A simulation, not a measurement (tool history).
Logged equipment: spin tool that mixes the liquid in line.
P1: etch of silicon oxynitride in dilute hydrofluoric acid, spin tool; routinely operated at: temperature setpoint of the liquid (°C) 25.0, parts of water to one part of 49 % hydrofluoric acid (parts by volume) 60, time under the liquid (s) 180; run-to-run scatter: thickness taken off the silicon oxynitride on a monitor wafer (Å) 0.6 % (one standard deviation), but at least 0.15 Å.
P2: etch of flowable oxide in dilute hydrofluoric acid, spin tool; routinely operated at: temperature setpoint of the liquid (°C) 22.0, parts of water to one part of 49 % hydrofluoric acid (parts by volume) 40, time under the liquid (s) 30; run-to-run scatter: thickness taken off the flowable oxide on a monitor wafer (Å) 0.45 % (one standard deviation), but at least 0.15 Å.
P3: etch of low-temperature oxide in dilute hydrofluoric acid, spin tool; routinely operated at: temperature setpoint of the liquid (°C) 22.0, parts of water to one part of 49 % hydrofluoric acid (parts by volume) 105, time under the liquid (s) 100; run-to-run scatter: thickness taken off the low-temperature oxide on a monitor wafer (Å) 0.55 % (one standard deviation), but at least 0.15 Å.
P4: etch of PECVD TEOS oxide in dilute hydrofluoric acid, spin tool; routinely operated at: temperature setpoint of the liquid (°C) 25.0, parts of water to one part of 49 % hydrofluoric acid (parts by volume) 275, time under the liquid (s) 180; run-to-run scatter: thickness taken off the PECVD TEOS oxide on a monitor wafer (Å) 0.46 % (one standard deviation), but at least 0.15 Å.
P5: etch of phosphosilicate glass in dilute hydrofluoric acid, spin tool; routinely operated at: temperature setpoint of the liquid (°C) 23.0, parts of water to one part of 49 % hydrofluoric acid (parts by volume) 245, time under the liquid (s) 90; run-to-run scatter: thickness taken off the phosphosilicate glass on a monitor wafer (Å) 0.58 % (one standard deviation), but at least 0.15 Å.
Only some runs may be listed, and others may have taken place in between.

run   hour  process that ran  temperature setpoint of the liquid (°C)  parts of water to one part of 49 % hydrofluoric acid (parts by volume)  time under the liquid (s)  hours since the thermometer was replaced  hours since the hydrofluoric acid flow meter was replaced  thickness taken off the silicon oxynitride on a monitor wafer (Å)  thickness taken off the flowable oxide on a monitor wafer (Å)  thickness taken off the PECVD TEOS oxide on a monitor wafer (Å)  thickness taken off the phosphosilicate glass on a monitor wafer (Å)  thickness taken off the low-temperature oxide on a monitor wafer (Å)
  1    7.5                P1                                     25.0                                                                      60                        180                                     384.0                                                       74.6                                                             45.313
  2   22.5                P1                                     20.0                                                                      60                        180                                     399.0                                                       89.6                                                             35.653
  3   36.3                P1                                     25.0                                                                      60                        180                                     412.8                                                      103.4                                                             45.176
  4   47.9                P2                                     22.0                                                                      40                         30                                     424.4                                                      115.0                                                                                                                            316.32
  5   54.6                P4                                     25.0                                                                     275                        180                                     431.1                                                      121.7                                                                                                                                                                                             66.823
  6   67.6                P2                                     22.0                                                                      55                         30                                     444.1                                                      134.7                                                                                                                            225.68
  7   74.2                P1                                     21.0                                                                      60                        260                                     450.7                                                      141.3                                                             54.597
  8   81.4                P5                                     23.0                                                                     245                         90                                     457.9                                                      148.5                                                                                                                                                                                                                                                                   607.50
  9   91.5                P4                                     25.0                                                                     275                        180                                     468.0                                                      158.6                                                                                                                                                                                             67.820
      99.5  -- hydrofluoric acid flow meter replaced
 10  103.4                P3                                     22.0                                                                      35                        100                                     479.9                                                        4.0                                                                                                                                                                                                                                                                                                                                         686.44
 11  110.8                P1                                     25.0                                                                      60                         65                                     487.3                                                       11.4                                                             16.503
 12  122.8                P1                                     25.0                                                                      60                        360                                     499.3                                                       23.4                                                             92.203
 13  133.8                P4                                     31.5                                                                     275                        180                                     510.3                                                       34.4                                                                                                                                                                                             83.527
 14  143.2                P2                                     22.0                                                                      40                         65                                     519.7                                                       43.8                                                                                                                            685.63
 15  150.9                P5                                     23.0                                                                      75                         90                                     527.4                                                       51.5                                                                                                                                                                                                                                                                  2401.60
 16  161.1                P4                                     25.0                                                                     275                         75                                     537.6                                                       61.7                                                                                                                                                                                             28.205
 17  172.4                P5                                     23.0                                                                     245                         90                                     548.9                                                       73.0                                                                                                                                                                                                                                                                   609.15
 18  185.2                P4                                     25.0                                                                     435                        180                                     561.7                                                       85.8                                                                                                                                                                                             36.565
 19  192.5                P1                                     25.0                                                                      60                        180                                     569.0                                                       93.1                                                             45.891
 20  199.0                P5                                     23.0                                                                     245                        155                                     575.5                                                       99.6                                                                                                                                                                                                                                                                  1051.70
 21  207.4                P1                                     25.0                                                                      90                         60                                     583.9                                                      108.0                                                             10.038
 22  217.8                P1                                     33.0                                                                      60                        180                                     594.3                                                      118.4                                                             65.821
 23  225.2                P1                                     25.0                                                                      20                        180                                     601.7                                                      125.8                                                            140.520
 24  239.4                P1                                     25.0                                                                      60                        180                                     615.9                                                      140.0                                                             45.530
 25  247.0                P1                                     25.0                                                                      90                        180                                     623.5                                                      147.6                                                             29.504
 26  257.3                P5                                     17.0                                                                     245                         90                                     633.8                                                      157.9                                                                                                                                                                                                                                                                   484.17
 27  267.5                P3                                     18.0                                                                     105                        100                                     644.0                                                      168.1                                                                                                                                                                                                                                                                                                                                         175.78
 28  280.4                P3                                     22.0                                                                     105                        100                                     656.9                                                      181.0                                                                                                                                                                                                                                                                                                                                         208.29
 29  294.2                P1                                     30.0                                                                     105                        180                                     670.7                                                      194.8                                                             31.519
 30  305.0                P2                                     22.0                                                                      40                         30                                     681.5                                                      205.6                                                                                                                            314.29
 31  317.5                P2                                     17.0                                                                      40                         30                                     694.0                                                      218.1                                                                                                                            253.47
 32  328.5                P1                                     25.0                                                                      60                        180                                     705.0                                                      229.1                                                             45.598
 33  336.5                P3                                     22.0                                                                     105                        185                                     713.0                                                      237.1                                                                                                                                                                                                                                                                                                                                         388.77
 34  351.3                P1                                     25.0                                                                      60                        180                                     727.8                                                      251.9                                                             45.877
 35  361.7                P3                                     22.0                                                                     105                        100                                     738.2                                                      262.3                                                                                                                                                                                                                                                                                                                                         208.39
 36  375.7                P1                                     25.0                                                                      60                        180                                     752.2                                                      276.3                                                             45.460
 37  390.8                P1                                     25.0                                                                      60                        180                                     767.3                                                      291.4                                                             42.976
 38  402.2                P1                                     25.0                                                                      60                        180                                     778.7                                                      302.8                                                             42.959
 39  415.8                P1                                     25.0                                                                      60                        180                                     792.3                                                      316.4                                                             42.020
 40  423.1                P1                                     25.0                                                                      60                        180                                     799.6                                                      323.7                                                             42.384
 41  435.8                P1                                     25.0                                                                      60                        180                                     812.3                                                      336.4                                                             41.804
 42  444.1                P1                                     25.0                                                                      60                        180                                     820.6                                                      344.7                                                             41.735
 43  452.3                P1                                     25.0                                                                      60                        180                                     828.8                                                      352.9                                                             41.544
 44  461.3                P1                                     25.0                                                                      60                        180                                     837.8                                                      361.9                                                             42.116
 45  471.0                P1                                     25.0                                                                      60                        180                                     847.5                                                      371.6                                                             41.911

Something has made what P1 gives creep away from where it was; the 2 causes below, each at its own stated size, fit the log equally well:
A: hydrofluoric acid flow below the setpoint (%) = 8.4
B: liquid colder than its thermometer reads (K) = 1.92
The creep began at about hour 375.7.

Consider the 4 single-wafer check runs listed below, results given as question marks: which one distinguishes between the causes by giving clearly different results for each?
check 1  480.7                P5                                     17.0                                                                      85                         90                                                                                                                                                                                                                                                                                                                                                                             ?
check 2  480.7                P4                                     25.0                                                                     360                        180                                                                                                                                                                                                                                                                                                       ?
check 3  480.7                P3                                     18.5                                                                      75                        100                                                                                                                                                                                                                                                                                                                                                                                                                                                   ?
check 4  480.7                P2                                     18.5                                                                      40                         60                                                                                                                                                                                                                                      ?

What each check would give under each cause:
  check                                                                result     if A     if B
check 1  thickness taken off the phosphosilicate glass on a monitor wafer (Å)  1473.80  1493.90
check 2       thickness taken off the PECVD TEOS oxide on a monitor wafer (Å)   42.126   44.464
check 3  thickness taken off the low-temperature oxide on a monitor wafer (Å)   236.35   239.58
check 4         thickness taken off the flowable oxide on a monitor wafer (Å)   495.54   499.69
Smallest distance between any two causes, each pair judged by its most separating result, in per cent: check 1 1.35 %; check 2 5.4 %; check 3 1.36 %; check 4 0.84 %
Of the check runs offered, only check 2 discriminates between the causes; the rest would read about the same regardless of which cause applies.

Check 2 has now been run. It gave: thickness taken off the PECVD TEOS oxide on a monitor wafer (Å) 42.291. Which of the candidate causes is it?

It was cause A: hydrofluoric acid flow below the setpoint (%).
